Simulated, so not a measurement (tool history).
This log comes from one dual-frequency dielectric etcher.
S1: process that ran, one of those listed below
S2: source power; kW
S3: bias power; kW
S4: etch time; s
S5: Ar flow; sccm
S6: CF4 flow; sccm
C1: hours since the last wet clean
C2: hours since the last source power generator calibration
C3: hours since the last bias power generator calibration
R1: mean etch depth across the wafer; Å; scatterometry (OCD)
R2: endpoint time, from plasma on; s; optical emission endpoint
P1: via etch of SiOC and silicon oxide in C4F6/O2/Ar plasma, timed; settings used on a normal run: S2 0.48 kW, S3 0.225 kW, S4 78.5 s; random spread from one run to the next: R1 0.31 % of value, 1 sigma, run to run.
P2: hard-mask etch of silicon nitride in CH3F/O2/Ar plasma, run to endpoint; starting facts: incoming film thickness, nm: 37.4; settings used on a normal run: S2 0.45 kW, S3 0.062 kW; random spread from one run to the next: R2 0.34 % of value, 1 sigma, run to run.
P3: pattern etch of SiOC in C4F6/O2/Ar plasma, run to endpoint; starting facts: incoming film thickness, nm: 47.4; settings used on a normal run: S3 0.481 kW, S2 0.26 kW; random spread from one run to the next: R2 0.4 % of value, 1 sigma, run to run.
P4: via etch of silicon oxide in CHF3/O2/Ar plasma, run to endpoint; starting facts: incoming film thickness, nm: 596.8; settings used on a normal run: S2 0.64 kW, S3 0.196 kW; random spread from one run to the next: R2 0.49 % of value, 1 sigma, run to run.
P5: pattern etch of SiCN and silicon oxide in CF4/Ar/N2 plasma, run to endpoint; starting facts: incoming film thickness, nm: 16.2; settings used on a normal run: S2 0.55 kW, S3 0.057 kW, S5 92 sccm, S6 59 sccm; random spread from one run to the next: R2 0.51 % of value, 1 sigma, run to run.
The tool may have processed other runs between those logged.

run,day,S1,S2,S3,S4,S5,S6,C1,C2,C3,R1,R2
1,0.3,P1,0.48,0.225,78.5,,,77.6,2301.8,492.4,1023.8,
2,0.575,P1,0.31,0.225,78.5,,,84.2,2308.4,499,867.85,
3,0.738,P5,0.55,0.057,,65,59,88.1,2312.3,502.9,,16.604
4,0.933,P1,0.48,0.225,49.5,,,92.8,2317,507.6,647.33,
5,1.221,P4,0.64,0.275,,,,99.7,2323.9,514.5,,258.47
6,1.392,P1,0.48,0.131,78.5,,,103.8,2328,518.6,868.52,
7,1.538,P5,0.55,0.057,,92,75,107.3,2331.5,522.1,,16.871
8,1.8,P1,0.48,0.225,101.5,,,113.6,2337.8,528.4,1335.1,
9,2.067,P5,0.55,0.057,,92,59,120,2344.2,534.8,,17.469
10,2.329,P4,0.64,0.196,,,,126.3,2350.5,541.1,,290.4
11,2.533,P1,0.48,0.225,78.5,,,131.2,2355.4,546,1024.4,
12,2.821,P1,0.48,0.225,78.5,,,138.1,2362.3,552.9,1029.4,
13,3.142,P3,0.21,0.481,,,,145.8,2370,560.6,,19.849
14,3.446,P2,0.45,0.076,,,,153.1,2377.3,567.9,,51.958
15,3.625,P3,0.26,0.336,,,,157.4,2381.6,572.2,,20.734
16,3.867,P1,0.48,0.314,78.5,,,163.2,2387.4,578,1152.7,
17,4.171,P1,0.64,0.225,112.5,,,170.5,2394.7,585.3,1646.9,
18,4.45,P4,0.64,0.196,,,,177.2,2401.4,592,,291.55
19,4.717,P3,0.26,0.481,,,,183.6,2407.8,598.4,,18.301
20,4.875,P1,0.48,0.225,78.5,,,187.4,2411.6,602.2,1032.4,
21,5.138,P2,0.45,0.062,,,,193.7,2417.9,608.5,,55.084
22,5.342,P2,0.45,0.062,,,,198.6,2422.8,613.4,,54.949
23,5.571,P5,0.55,0.073,,92,59,204.1,2428.3,618.9,,16.194
# day 5.717: wet clean of the chamber
24,5.846,P1,0.48,0.225,78.5,,,3.1,2434.9,625.5,1031.9,
25,6.096,P2,0.6,0.062,,,,9.1,2440.9,631.5,,49.456
26,6.271,P5,0.42,0.057,,92,59,13.3,2445.1,635.7,,22.189
27,6.512,P1,0.48,0.225,78.5,,,19.1,2450.9,641.5,1024.8,
28,6.762,P1,0.66,0.225,78.5,,,25.1,2456.9,647.5,1160.7,
29,7.058,P4,0.86,0.196,,,,32.2,2464,654.6,,257.96
30,7.242,P1,0.62,0.225,47.5,,,36.6,2468.4,659,688.68,
31,7.404,P1,0.48,0.225,78.5,,,40.5,2472.3,662.9,1026.3,
32,7.725,P1,0.48,0.225,78.5,,,48.2,2480,670.6,1038.7,
33,8.029,P1,0.48,0.225,78.5,,,55.5,2487.3,677.9,1039.1,
34,8.188,P1,0.48,0.225,78.5,,,59.3,2491.1,681.7,1039.8,
35,8.454,P1,0.48,0.225,78.5,,,65.7,2497.5,688.1,1042.7,
36,8.612,P1,0.48,0.225,78.5,,,69.5,2501.3,691.9,1048.4,
37,8.879,P1,0.48,0.225,78.5,,,75.9,2507.7,698.3,1035,
38,9.079,P1,0.48,0.225,78.5,,,80.7,2512.5,703.1,1046.6,
# day 9.142: wet clean of the chamber
39,9.388,P1,0.48,0.225,78.5,,,5.9,2519.9,710.5,1049.5,
40,9.638,P1,0.48,0.225,78.5,,,11.9,2525.9,716.5,1047.4,
41,9.792,P1,0.48,0.225,78.5,,,15.6,2529.6,720.2,1042.7,
42,10.017,P1,0.48,0.225,78.5,,,21,2535,725.6,1045,

What P1 gives has crept away from where it was. These 2 causes fit the log equally well, each at the size given:
A: source power that arrives over what is set, % = 4.15
B: bias power that arrives over what is set, % = 4.78
The creep began at about day 7.404.
Other possible causes, and why each is ruled out:
chamber walls in a state that raises the etch rate, %: serviced after onset, at day 9.142, with no recovery of the prior output

Of the 4 check runs below, each run on 3 wafers with the results averaged and each result still a question mark, which one would tell the listed causes apart?
check 1,10.242,P2,0.59,0.062,,,,,,,,?
check 2,10.242,P5,0.55,0.057,,71,59,,,,,?
check 3,10.242,P4,0.84,0.25,,,,,,,,?
check 4,10.242,P3,0.22,0.363,,,,,,,,?

What every check run would give for each of its results, assuming each possible cause in turn:
check,result,if A,if B
check 1,R2,49.003,49.039
check 2,R2,16.203,16.563
check 3,R2,237.45,237.21
check 4,R2,21.296,21.251
Smallest distance between any two causes, each pair judged by its most separating result, in per cent: check 1 0.07 %; check 2 2.2 %; check 3 0.1 %; check 4 0.21 %
Of the check runs offered, only check 2 discriminates between the causes; the rest would read about the same regardless of which cause applies.

The results of check 2 are: R2 16.591 s. Based on these, which of the listed causes is it?

Of the candidate causes, it is B: bias power that arrives over what is set, %.
